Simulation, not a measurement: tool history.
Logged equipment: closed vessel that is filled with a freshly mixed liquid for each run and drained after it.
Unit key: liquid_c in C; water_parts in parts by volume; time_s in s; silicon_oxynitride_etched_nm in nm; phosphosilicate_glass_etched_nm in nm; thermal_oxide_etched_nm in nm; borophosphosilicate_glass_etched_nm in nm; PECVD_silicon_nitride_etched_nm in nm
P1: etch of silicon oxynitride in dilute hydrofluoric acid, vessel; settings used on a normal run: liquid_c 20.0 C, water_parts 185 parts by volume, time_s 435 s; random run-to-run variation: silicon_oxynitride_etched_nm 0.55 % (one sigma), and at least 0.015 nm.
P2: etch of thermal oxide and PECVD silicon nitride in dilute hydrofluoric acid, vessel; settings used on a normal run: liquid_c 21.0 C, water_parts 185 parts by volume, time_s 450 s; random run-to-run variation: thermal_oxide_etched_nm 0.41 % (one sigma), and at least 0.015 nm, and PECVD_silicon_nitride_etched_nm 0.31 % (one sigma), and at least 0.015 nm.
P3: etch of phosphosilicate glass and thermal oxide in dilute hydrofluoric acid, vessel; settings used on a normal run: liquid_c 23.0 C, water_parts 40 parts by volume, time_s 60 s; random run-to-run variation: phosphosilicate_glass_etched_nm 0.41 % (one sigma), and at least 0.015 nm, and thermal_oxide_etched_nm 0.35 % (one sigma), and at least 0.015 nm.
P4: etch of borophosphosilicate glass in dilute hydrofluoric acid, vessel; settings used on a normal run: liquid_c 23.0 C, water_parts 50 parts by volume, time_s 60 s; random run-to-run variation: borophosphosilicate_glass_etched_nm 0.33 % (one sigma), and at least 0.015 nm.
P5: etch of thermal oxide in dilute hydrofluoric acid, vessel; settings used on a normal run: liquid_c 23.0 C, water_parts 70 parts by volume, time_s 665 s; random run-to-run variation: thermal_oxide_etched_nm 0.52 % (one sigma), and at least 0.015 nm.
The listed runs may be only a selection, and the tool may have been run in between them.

run,hour,process,liquid_c,water_parts,time_s,silicon_oxynitride_etched_nm,phosphosilicate_glass_etched_nm,thermal_oxide_etched_nm,borophosphosilicate_glass_etched_nm,PECVD_silicon_nitride_etched_nm
1,3.8,P1,20.0,185,435,4.8568,,,,
2,9.2,P3,29.5,40,60,,305.20,9.4634,,
3,14.2,P1,20.0,185,435,4.9046,,,,
4,21.9,P5,28.5,70,665,,,55.4470,,
5,27.4,P4,23.0,50,60,,,,48.557,
6,32.1,P2,17.0,185,450,,,8.0099,,5.6383
7,38.4,P1,20.0,185,435,4.9194,,,,
8,43.6,P1,20.0,185,725,8.1413,,,,
9,47.7,P5,23.0,40,665,,,81.2560,,
10,53.5,P4,23.0,50,60,,,,48.467,
11,59.4,P1,20.0,35,435,28.7000,,,,
12,66.4,P1,20.0,185,435,4.8797,,,,
13,71.5,P1,20.0,185,435,4.9436,,,,
14,77.5,P3,23.0,40,90,,353.39,10.8590,,
15,84.0,P1,20.0,335,435,2.4441,,,,
16,88.4,P5,23.0,70,665,,,45.0270,,
17,91.9,P5,23.0,70,1010,,,67.4630,,
18,96.3,P2,21.0,185,450,,,9.3434,,7.3232
19,102.9,P5,23.0,70,665,,,45.0010,,
20,106.6,P3,23.0,40,60,,234.93,7.3135,,
21,113.6,P3,23.0,20,60,,480.33,14.9370,,
22,119.7,P1,20.0,185,120,1.3869,,,,
23,123.2,P4,23.0,50,30,,,,24.231,
24,128.5,P1,17.0,185,740,7.2274,,,,
25,133.9,P4,17.0,50,60,,,,37.653,
26,139.5,P4,23.0,20,60,,,,125.170,
27,145.7,P1,17.0,185,435,4.1981,,,,
28,151.2,P2,21.0,185,715,,,14.9210,,11.7160
29,155.8,P2,21.0,75,450,,,25.9470,,17.8730
30,161.9,P1,20.0,185,435,4.8818,,,,
31,167.8,P1,26.0,185,435,6.4413,,,,
32,175.4,P1,20.0,185,435,4.8978,,,,
33,180.0,P1,20.0,185,435,5.1299,,,,
34,186.8,P1,20.0,185,435,5.3784,,,,

Run 35 is up next; what results do you expect?
35,190.9,P1,20.0,185,435,?,,,,

silicon_oxynitride_etched_nm: 5.4117 nm
